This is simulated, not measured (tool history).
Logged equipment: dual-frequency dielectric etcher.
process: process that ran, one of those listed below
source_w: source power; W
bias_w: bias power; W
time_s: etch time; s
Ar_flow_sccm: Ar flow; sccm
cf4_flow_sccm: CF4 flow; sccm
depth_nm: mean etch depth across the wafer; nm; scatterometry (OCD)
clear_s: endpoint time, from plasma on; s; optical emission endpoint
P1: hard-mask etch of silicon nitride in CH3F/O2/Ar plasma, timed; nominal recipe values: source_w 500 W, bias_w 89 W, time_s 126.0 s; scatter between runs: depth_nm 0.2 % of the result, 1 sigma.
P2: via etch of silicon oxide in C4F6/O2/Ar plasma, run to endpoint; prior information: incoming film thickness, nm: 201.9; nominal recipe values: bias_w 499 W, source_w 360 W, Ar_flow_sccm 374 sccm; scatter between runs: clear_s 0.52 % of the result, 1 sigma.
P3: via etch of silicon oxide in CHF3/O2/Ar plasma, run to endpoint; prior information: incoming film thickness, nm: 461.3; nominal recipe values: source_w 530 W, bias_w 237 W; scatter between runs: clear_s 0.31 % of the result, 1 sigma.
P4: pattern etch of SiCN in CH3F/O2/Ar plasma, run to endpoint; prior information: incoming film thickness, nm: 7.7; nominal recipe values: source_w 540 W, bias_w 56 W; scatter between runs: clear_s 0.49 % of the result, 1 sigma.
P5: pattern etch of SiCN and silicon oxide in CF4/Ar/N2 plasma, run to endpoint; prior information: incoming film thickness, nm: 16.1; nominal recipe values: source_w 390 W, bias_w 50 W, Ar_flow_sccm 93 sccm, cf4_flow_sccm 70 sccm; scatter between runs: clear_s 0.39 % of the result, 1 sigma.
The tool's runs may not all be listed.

run	hour	process	source_w	bias_w	time_s	Ar_flow_sccm	cf4_flow_sccm	hours since the last wet clean	hours since the last source power generator calibration	hours since the last bias power generator calibration	depth_nm	clear_s
1	8.4	P1	500	89	126.0			253.2	2291.1	1746.4	104.610	
2	12.5	P2	360	302		374		257.3	2295.2	1750.5		53.905
3	17.9	P1	500	89	126.0			262.7	2300.6	1755.9	104.470	
4	25.0	P1	370	89	176.5			269.8	2307.7	1763.0	131.050	
5	30.4	P1	500	70	126.0			275.2	2313.1	1768.4	96.193	
6	34.4	P1	500	89	175.5			279.2	2317.1	1772.4	145.500	
7	40.5	P1	600	89	126.0			285.3	2323.2	1778.5	112.300	
8	44.5	P4	310	56				289.3	2327.2	1782.5		24.219
9	50.4	P1	600	89	151.5			295.2	2333.1	1788.4	134.920	
10	58.1	P1	500	89	86.0			302.9	2340.8	1796.1	71.446	
11	66.1	P5	390	50		93	99	310.9	2348.8	1804.1		21.938
12	70.5	P1	500	89	126.0			315.3	2353.2	1808.5	104.450	
13	75.9	P2	360	499		374		320.7	2358.6	1813.9		45.434
14	81.9	P5	390	50		60	70	326.7	2364.6	1819.9		21.699
15	86.8	P1	320	89	126.0			331.6	2369.5	1824.8	88.711	
16	91.7	P3	530	237				336.5	2374.4	1829.7		221.890
17	98.1	P4	540	56				342.9	2380.8	1836.1		19.468
18	105.9	P5	560	50		93	70	350.7	2388.6	1843.9		16.907
19	112.0	P5	390	50		93	70	356.8	2394.7	1850.0		23.208
20	119.8	P1	500	109	126.0			364.6	2402.5	1857.8	112.620	
# hour 124.7: bias power generator calibrated
21	128.9	P4	540	56				373.7	2411.6	4.3		19.614
22	135.2	P4	540	78				380.0	2417.9	10.6		17.339
23	142.1	P1	500	89	126.0			386.9	2424.8	17.5	104.430	
24	147.5	P3	730	237				392.3	2430.2	22.9		196.980
25	156.6	P5	390	60		93	70	401.4	2439.3	32.0		21.891
26	165.4	P3	530	237				410.2	2448.1	40.8		221.700
27	169.6	P1	390	65	126.0			414.4	2452.3	45.0	85.616	
28	177.7	P2	360	499		451		422.5	2460.4	53.1		45.896
29	186.9	P3	530	336				431.7	2469.6	62.3		196.530
30	191.9	P2	430	499		374		436.7	2474.6	67.3		42.213
31	199.1	P1	500	89	126.0			443.9	2481.8	74.5	104.530	
32	204.3	P1	500	89	126.0			449.1	2487.0	79.7	104.260	
33	210.6	P1	500	89	126.0			455.4	2493.3	86.0	103.840	
34	217.4	P1	500	89	126.0			462.2	2500.1	92.8	103.550	
35	223.1	P1	500	89	126.0			467.9	2505.8	98.5	103.580	
36	230.6	P1	500	89	126.0			475.4	2513.3	106.0	103.490	
37	235.7	P1	500	89	126.0			480.5	2518.4	111.1	102.940	
38	240.8	P1	500	89	126.0			485.6	2523.5	116.2	102.900	
39	249.6	P1	500	89	126.0			494.4	2532.3	125.0	103.460	
# hour 254.0: wet clean of the chamber
40	256.3	P1	500	89	126.0			2.4	2539.0	131.7	103.320	
41	265.0	P1	500	89	126.0			11.1	2547.7	140.4	103.300	
42	273.1	P1	500	89	126.0			19.2	2555.8	148.5	103.260	

What P1 gives has crept off from where it sat before. The 2 causes that follow fit the log equally well, each at the size noted:
A: bias power that arrives under what is set, % = 3.79
B: source power that arrives under what is set, % = 3.55
The onset of the drift is placed at about hour 199.1.
What rules out each remaining cause:
chamber walls in a state that lowers the etch rate, %: maintenance at hour 254.0, after the shift began, did not return the process to its former output

Which of the check runs below tells the causes apart, meaning the causes would give it clearly different results? Each run uses 2 wafers whose results are averaged, and each result is shown as a question mark.
check 1	281.2	P4	330	74								?
check 2	281.2	P3	730	237								?
check 3	281.2	P5	390	50		62	94					?
check 4	281.2	P2	360	336		374						?

Expected result of each check under each candidate cause:
check	result	if A	if B
check 1	clear_s	21.690	21.682
check 2	clear_s	200.020	200.060
check 3	clear_s	21.273	21.742
check 4	clear_s	52.903	52.900
Smallest distance between any two causes, each pair judged by its most separating result, in per cent: check 1 0.04 %; check 2 0.02 %; check 3 2.18 %; check 4 0.01 %
Check 3 distinguishes between the causes, while the remaining checks would return nearly the same result for all of them.

Check 3 was carried out, with these results: clear_s 21.295 s. Which of the listed causes is responsible?

Of the candidate causes, it is A: bias power that arrives under what is set, %.
